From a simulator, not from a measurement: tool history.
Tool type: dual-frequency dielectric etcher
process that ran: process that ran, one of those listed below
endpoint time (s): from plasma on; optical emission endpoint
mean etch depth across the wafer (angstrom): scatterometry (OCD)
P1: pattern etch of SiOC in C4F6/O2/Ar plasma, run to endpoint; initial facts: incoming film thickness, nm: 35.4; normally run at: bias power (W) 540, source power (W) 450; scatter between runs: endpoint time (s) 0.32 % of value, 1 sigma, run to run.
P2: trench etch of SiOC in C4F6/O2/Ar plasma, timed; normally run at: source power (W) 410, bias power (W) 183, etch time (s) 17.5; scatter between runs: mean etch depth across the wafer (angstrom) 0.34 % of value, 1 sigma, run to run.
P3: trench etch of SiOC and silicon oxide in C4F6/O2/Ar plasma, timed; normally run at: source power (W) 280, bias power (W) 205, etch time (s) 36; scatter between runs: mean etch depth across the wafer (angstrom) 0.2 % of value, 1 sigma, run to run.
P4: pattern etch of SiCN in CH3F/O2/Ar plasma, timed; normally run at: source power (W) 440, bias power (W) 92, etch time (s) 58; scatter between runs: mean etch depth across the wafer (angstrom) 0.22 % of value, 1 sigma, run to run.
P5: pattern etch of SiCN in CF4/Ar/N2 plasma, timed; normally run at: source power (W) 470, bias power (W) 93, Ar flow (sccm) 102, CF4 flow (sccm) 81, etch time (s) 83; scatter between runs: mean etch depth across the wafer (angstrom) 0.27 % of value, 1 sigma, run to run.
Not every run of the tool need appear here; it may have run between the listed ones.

run     day  process that ran  bias power (W)  source power (W)  etch time (s)  Ar flow (sccm)  CF4 flow (sccm)  hours since the last wet clean  hours since the last bias power generator calibration  hours since the last source power generator calibration  endpoint time (s)  mean etch depth across the wafer (angstrom)
  1   0.408                P1             540               450                                                                            84.9                                                  234.7                                                   1527.4             11.325
  2   0.704                P4              92               440           78.5                                                               92                                                  241.8                                                   1534.5                                                          334.76
  3   0.958                P5             128               470             83             102               81                            98.1                                                  247.9                                                   1540.6                                                          948.08
  4   1.308                P3             275               280             36                                                            106.5                                                  256.3                                                     1549                                                          690.62
  5   1.721                P3             205               340             36                                                            116.4                                                  266.2                                                   1558.9                                                             672
  6   1.946                P1             540               450                                                                           121.8                                                  271.6                                                   1564.3             11.301
      2.158  -- source power generator calibrated
  7   2.304                P1             540               450                                                                           130.4                                                  280.2                                                      3.5             11.348
       2.45  -- bias power generator calibrated
  8   2.658                P1             403               290                                                                           138.9                                                    5.1                                                       12             14.842
  9   3.054                P1             540               590                                                                           148.4                                                   14.6                                                     21.5             10.317
 10   3.258                P2             183               410           17.5                                                            153.3                                                   19.5                                                     26.4                                                          378.78
 11   3.542                P1             752               450                                                                           160.1                                                   26.3                                                     33.2              9.928
 12   3.867                P5              93               660             83             102               81                           167.9                                                   34.1                                                       41                                                          1133.9
 13   4.154                P2             183               410             24                                                            174.8                                                     41                                                     47.9                                                          520.55
 14   4.408                P2             183               500           17.5                                                            180.9                                                   47.1                                                       54                                                          409.62
 15   4.746                P3             205               280             26                                                              189                                                   55.2                                                     62.1                                                          449.16
 16   5.125                P1             540               450                                                                           198.1                                                   64.3                                                     71.2             11.372
 17   5.483                P1             540               450                                                                           206.7                                                   72.9                                                     79.8             11.353
 18   5.738                P1             399               450                                                                           212.8                                                     79                                                     85.9             12.725
 19     6.1                P1             540               450                                                                           221.5                                                   87.7                                                     94.6             11.297
 20     6.5                P5              93               470             83             126               81                           231.1                                                   97.3                                                    104.2                                                          819.87
 21   6.746                P5              93               470             83             102               81                             237                                                  103.2                                                    110.1                                                          845.06
 22   7.058                P2             183               410           17.5                                                            244.5                                                  110.7                                                    117.6                                                          378.45
 23   7.396                P4              69               440             58                                                            252.6                                                  118.8                                                    125.7                                                          222.72
 24   7.779                P4              92               440             58                                                            261.8                                                    128                                                    134.9                                                          248.33
 25    8.15                P2             125               410           17.5                                                            270.7                                                  136.9                                                    143.8                                                          338.06
 26   8.496                P1             540               340                                                                             279                                                  145.2                                                    152.1             12.644
 27   8.808                P1             540               450                                                                           286.5                                                  152.7                                                    159.6             11.275
 28   9.208                P5              93               470             54             102               81                           296.1                                                  162.3                                                    169.2                                                          548.76
 29   9.604                P5              93               470             83             102               48                           305.6                                                  171.8                                                    178.7                                                          779.11
 30   9.792                P3             205               280             36                                                            310.1                                                  176.3                                                    183.2                                                          622.73
 31  10.175                P4              92               260             58                                                            319.3                                                  185.5                                                    192.4                                                          204.49
 32  10.388                P4              92               440             58                                                            324.4                                                  190.6                                                    197.5                                                           248.1
 33  10.692                P1             540               450                                                                           331.7                                                  197.9                                                    204.8             11.355
 34  11.017                P1             540               450                                                                           339.5                                                  205.7                                                    212.6             11.256
 35  11.312                P1             540               450                                                                           346.6                                                  212.8                                                    219.7             11.201
 36  11.608                P1             540               450                                                                           353.7                                                  219.9                                                    226.8             11.206
 37  11.821                P1             540               450                                                                           358.8                                                    225                                                    231.9             11.134
 38  12.212                P1             540               450                                                                           368.2                                                  234.4                                                    241.3             11.114
       12.5  -- wet clean of the chamber
 39   12.55                P1             540               450                                                                             1.3                                                  242.5                                                    249.4             11.133
 40  12.921                P1             540               450                                                                            10.2                                                  251.4                                                    258.3             11.181
 41  13.142                P1             540               450                                                                            15.5                                                  256.7                                                    263.6             11.174

What P1 gives has crept off from where it sat before. The 2 causes that follow fit the log equally well, each at the size noted:
A: bias power that arrives over what is set, % = 4.56
B: source power that arrives over what is set, % = 4.66
The creep began at about day 10.692.
Each remaining cause and why it is not a fit:
chamber walls in a state that raises the etch rate, %: serviced at day 12.5, which brought nothing back

The check runs listed below each take one wafer, and their results are still question marks. Under which run would the listed causes lead to clearly different results?
check 1  13.362                P5             121               470             83             102               68                                                                                                                                                                                                               ?
check 2  13.362                P3             245               280             36                                                                                                                                                                                                                                                ?
check 3  13.362                P4              92               310           77.5                                                                                                                                                                                                                                                ?
check 4  13.362                P2             126               410           17.5                                                                                                                                                                                                                                                ?

Predicted outcomes, by check and by cause:
  check                                       result    if A    if B
check 1  mean etch depth across the wafer (angstrom)  924.97  945.92
check 2  mean etch depth across the wafer (angstrom)  672.75  674.01
check 3  mean etch depth across the wafer (angstrom)  295.64  295.61
check 4  mean etch depth across the wafer (angstrom)  342.16  343.91
Minimum pairwise separation of causes per check, each pair taken at its best-separating result: check 1 2.24 %; check 2 0.19 %; check 3 0.01 %; check 4 0.51 %
Only check 1 tells the causes apart: in the others they would give nearly the same result.

Running check 1 produced the following: mean etch depth across the wafer (angstrom) 946.89. Which one of the listed causes fits?

The correct cause is B, namely: source power that arrives over what is set, %.

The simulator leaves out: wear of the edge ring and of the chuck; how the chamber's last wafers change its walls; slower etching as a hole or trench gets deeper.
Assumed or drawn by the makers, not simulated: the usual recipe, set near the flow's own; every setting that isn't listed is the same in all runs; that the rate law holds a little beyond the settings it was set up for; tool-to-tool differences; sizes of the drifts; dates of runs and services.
